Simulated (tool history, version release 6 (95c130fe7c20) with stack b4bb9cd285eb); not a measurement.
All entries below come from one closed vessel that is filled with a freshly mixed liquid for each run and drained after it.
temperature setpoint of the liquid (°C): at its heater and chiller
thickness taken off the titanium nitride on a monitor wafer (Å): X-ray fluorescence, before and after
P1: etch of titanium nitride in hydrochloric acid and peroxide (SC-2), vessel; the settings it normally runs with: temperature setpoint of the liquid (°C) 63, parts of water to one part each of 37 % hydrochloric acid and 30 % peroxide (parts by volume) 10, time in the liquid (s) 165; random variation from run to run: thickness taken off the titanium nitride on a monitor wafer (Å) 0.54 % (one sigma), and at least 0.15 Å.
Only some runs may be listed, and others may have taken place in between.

run    day  temperature setpoint of the liquid (°C)  parts of water to one part each of 37 % hydrochloric acid and 30 % peroxide (parts by volume)  time in the liquid (s)  hours since the thermometer was replaced  hours since the chemicals flow meter was replaced  hours since the drum of peroxide was connected  thickness taken off the titanium nitride on a monitor wafer (Å)
  1  0.208                                       63                                                                                             10                     165                                     551.9                                              499.6                                           265.7                                                           96.715
  2  0.462                                       63                                                                                             10                      50                                     558.0                                              505.7                                           271.8                                                           29.545
  3  0.654                                       63                                                                                              4                     305                                     562.6                                              510.3                                           276.4                                                          355.330
  4  1.000                                       63                                                                                             10                     165                                     570.9                                              518.6                                           284.7                                                           98.089
  5  1.179                                       63                                                                                             10                     165                                     575.2                                              522.9                                           289.0                                                           96.994
  6  1.483                                       63                                                                                              4                     165                                     582.5                                              530.2                                           296.3                                                          193.890
  7  1.638                                       63                                                                                             10                     310                                     586.2                                              533.9                                           300.0                                                          182.840
  8  1.946                                       63                                                                                              6                      35                                     593.6                                              541.3                                           307.4                                                           30.864
  9  2.150                                       63                                                                                             10                     165                                     598.5                                              546.2                                           312.3                                                           97.852
 10  2.475                                       63                                                                                             10                     165                                     606.3                                              554.0                                           320.1                                                           97.062
 11  2.808                                       63                                                                                             10                     165                                     614.3                                              562.0                                           328.1                                                           98.072
 12  2.958                                       72                                                                                             10                     165                                     617.9                                              565.6                                           331.7                                                          168.400
 13  3.108                                       47                                                                                             10                     165                                     621.5                                              569.2                                           335.3                                                           34.669
 14  3.292                                       63                                                                                             10                     165                                     625.9                                              573.6                                           339.7                                                           97.138
 15  3.492                                       63                                                                                             17                     165                                     630.7                                              578.4                                           344.5                                                           61.902
 16  3.738                                       63                                                                                             10                     165                                     636.6                                              584.3                                           350.4                                                           97.239
 17  4.071                                       63                                                                                             10                     165                                     644.6                                              592.3                                           358.4                                                           99.728
 18  4.317                                       63                                                                                             10                     165                                     650.5                                              598.2                                           364.3                                                          101.040
 19  4.471                                       63                                                                                             10                     165                                     654.2                                              601.9                                           368.0                                                          102.970
 20  4.650                                       63                                                                                             10                     165                                     658.5                                              606.2                                           372.3                                                          103.130
 21  4.975                                       63                                                                                             10                     165                                     666.3                                              614.0                                           380.1                                                          103.950
 22  5.196                                       63                                                                                             10                     165                                     671.6                                              619.3                                           385.4                                                          103.420
 23  5.458                                       63                                                                                             10                     165                                     677.9                                              625.6                                           391.7                                                          104.560

Predict the results of run 24:
 24  5.783                                       63                                                                                             10                     165                                     685.7                                              633.4                                           399.5                                                                ?

Run 24 came out at thickness taken off the titanium nitride on a monitor wafer (Å) 104.870.

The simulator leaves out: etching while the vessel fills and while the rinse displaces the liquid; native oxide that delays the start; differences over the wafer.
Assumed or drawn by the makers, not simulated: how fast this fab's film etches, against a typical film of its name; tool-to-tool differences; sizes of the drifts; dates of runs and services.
